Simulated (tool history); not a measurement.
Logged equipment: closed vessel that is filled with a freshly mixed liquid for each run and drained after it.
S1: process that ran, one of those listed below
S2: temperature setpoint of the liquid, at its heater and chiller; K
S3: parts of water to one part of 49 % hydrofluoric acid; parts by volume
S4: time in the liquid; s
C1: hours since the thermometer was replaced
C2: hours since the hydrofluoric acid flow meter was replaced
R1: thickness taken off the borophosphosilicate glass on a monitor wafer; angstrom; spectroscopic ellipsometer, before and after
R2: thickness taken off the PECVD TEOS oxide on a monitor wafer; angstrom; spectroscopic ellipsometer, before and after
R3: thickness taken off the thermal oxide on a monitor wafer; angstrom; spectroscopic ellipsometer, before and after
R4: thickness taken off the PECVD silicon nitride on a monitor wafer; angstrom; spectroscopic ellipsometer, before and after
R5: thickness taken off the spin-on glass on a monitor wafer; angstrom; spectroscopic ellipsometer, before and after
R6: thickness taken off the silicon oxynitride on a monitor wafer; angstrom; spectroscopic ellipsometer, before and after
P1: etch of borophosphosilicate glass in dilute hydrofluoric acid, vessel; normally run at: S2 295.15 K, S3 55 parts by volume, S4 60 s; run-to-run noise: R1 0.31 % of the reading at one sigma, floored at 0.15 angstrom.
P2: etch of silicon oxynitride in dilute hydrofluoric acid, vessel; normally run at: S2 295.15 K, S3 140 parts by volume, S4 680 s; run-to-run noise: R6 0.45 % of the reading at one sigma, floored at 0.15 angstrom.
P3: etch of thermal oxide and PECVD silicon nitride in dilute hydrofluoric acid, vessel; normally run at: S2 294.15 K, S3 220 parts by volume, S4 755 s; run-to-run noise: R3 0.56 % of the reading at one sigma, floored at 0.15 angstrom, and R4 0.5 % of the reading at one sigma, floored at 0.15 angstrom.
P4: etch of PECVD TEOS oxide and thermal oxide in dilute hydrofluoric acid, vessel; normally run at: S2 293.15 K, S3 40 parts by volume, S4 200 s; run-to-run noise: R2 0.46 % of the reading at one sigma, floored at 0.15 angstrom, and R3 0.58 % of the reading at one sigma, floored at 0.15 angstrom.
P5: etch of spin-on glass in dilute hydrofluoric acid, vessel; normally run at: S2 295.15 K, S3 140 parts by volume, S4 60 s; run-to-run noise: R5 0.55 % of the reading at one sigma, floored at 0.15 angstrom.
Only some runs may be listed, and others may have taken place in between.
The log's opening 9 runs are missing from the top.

run    day  S1      S2   S3   S4     C1     C2       R1      R2       R3       R4  R5       R6
 10  2.062  P1  295.15   55   60  651.3  414.9   796.86
 11  2.196  P1  291.15   55   60  654.5  418.1   677.09
 12  2.438  P1  295.15   55   60  660.3  423.9   800.30
 13  2.692  P1  302.15   55   60  666.4  430.0  1063.00
 14  2.917  P4  293.15   40  200  671.8  435.4           541.73  212.220
 15  3.138  P2  295.15  210  680  677.1  440.7                                         39.0820
 16  3.375  P3  294.15  220  755  682.8  446.4                   135.180  108.160
 17  3.542  P2  295.15  140   30  686.8  450.4                                          2.6202
 18  3.700  P3  294.15  310  755  690.6  454.2                    87.997   77.366
 19  3.854  P1  295.15   55  105  694.3  457.9  1403.10
 20  4.117  P4  293.15   40  370  700.6  464.2           997.10  390.370
 21  4.267  P2  295.15  140  680  704.2  467.8                                         62.0940
 22  4.521  P1  295.15   55   60  710.3  473.9   798.08

For run 23, what comes out?
 23  4.746  P1  295.15  55  60  715.7  479.3   ?

{"run 23": {"R1": 802.59}}
